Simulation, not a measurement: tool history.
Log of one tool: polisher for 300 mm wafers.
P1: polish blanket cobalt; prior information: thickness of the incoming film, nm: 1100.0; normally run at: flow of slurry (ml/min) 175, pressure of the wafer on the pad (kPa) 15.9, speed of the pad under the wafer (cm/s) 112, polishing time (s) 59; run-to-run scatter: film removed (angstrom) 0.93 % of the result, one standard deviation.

run,hour,flow of slurry (ml/min),pressure of the wafer on the pad (kPa),speed of the pad under the wafer (cm/s),polishing time (s),wafers polished on this pad,hours since the slurry nozzle was cleaned,hours since the head pressure was calibrated,film removed (angstrom)
1,9.2,175,15.9,112,59,621,184.5,268.8,3124.3
2,17.3,175,22.8,112,59,701,192.6,276.9,4535.5
3,24.7,175,15.9,112,59,775,200.0,284.3,3122.9
4,32.2,230,15.9,112,59,849,207.5,291.8,3272.5
5,37.5,175,15.9,112,89,902,212.8,297.1,4829.7
6,45.0,175,15.9,112,59,976,220.3,304.6,3206.3
7,50.6,175,15.9,54,59,1032,225.9,310.2,1538.6
8,58.8,175,15.9,112,59,1114,234.1,318.4,3163.2
9,66.3,175,15.9,112,59,1188,241.6,325.9,3157.6
10,72.1,175,15.9,112,59,1246,247.4,331.7,3133.9
11,81.2,175,15.9,172,59,1336,256.5,340.8,4836.5
12,88.7,175,15.9,112,37,1411,264.0,348.3,1990.0
13,96.4,175,15.9,112,59,1487,271.7,356.0,3194.1
14,105.7,175,8.3,112,39,1580,281.0,365.3,1079.0
15,112.1,175,6.9,112,59,1643,287.4,371.7,1354.0
16,118.1,105,15.9,112,59,1703,293.4,377.7,2892.8
17,128.2,175,15.9,112,59,1803,303.5,387.8,3168.2
18,136.0,175,15.9,112,59,1881,311.3,395.6,3128.9
19,144.0,175,15.9,112,59,1960,319.3,403.6,3039.7
20,151.3,175,15.9,112,59,2033,326.6,410.9,3021.8
21,157.7,175,15.9,112,59,2096,333.0,417.3,3023.7
22,166.4,175,15.9,112,59,2183,341.7,426.0,3010.5
23,171.8,175,15.9,112,59,2236,347.1,431.4,3021.6
# hour 172.0: worn pad replaced by a new one
24,179.7,175,15.9,112,59,77,355.0,439.3,2945.2
25,187.5,175,15.9,112,59,154,362.8,447.1,3032.7
26,193.5,175,15.9,112,59,214,368.8,453.1,2926.0
27,200.0,175,15.9,112,59,279,375.3,459.6,2941.0
28,207.6,175,15.9,112,59,354,382.9,467.2,2964.2

The output of P1 has drifted from where it used to be. Each of the 2 causes below, taken at the size shown beside it, accounts for the log equally well:
A: slurry flow missing at the pad, % = 31.2
B: head's pressure below its setpoint, % = 6.44
The gradual shift began around hour 128.2.
Each remaining cause and why it is not a fit:
removal rate lost through wear of the pad, %: maintenance at hour 172.0, after the shift began, did not return the process to its former output

You are offered 4 check runs, listed below with question marks in place of their results; each one averages 5 wafers. Which run separates the listed causes by giving clearly different results for each?
check 1,215.2,175,20.7,144,59,,,,?
check 2,215.2,115,15.9,112,85,,,,?
check 3,215.2,175,6.9,112,59,,,,?
check 4,215.2,175,15.9,142,59,,,,?

Check results expected under each cause:
check,result,if A,if B
check 1,film removed (angstrom),4972.3,4972.5
check 2,film removed (angstrom),3838.0,3957.3
check 3,film removed (angstrom),1289.1,1289.2
check 4,film removed (angstrom),3759.2,3759.3
Gap, in per cent, between the two causes that each check separates least, read from the result that separates them most: check 1 0 %; check 2 3.06 %; check 3 0 %; check 4 0 %
The other checks would show nearly matching results whichever cause is true, so check 2 is the only one that separates the causes.

After running check 2, the following was obtained: film removed (angstrom) 3992.7. Which cause does this point to?

It was cause B: head's pressure below its setpoint, %.
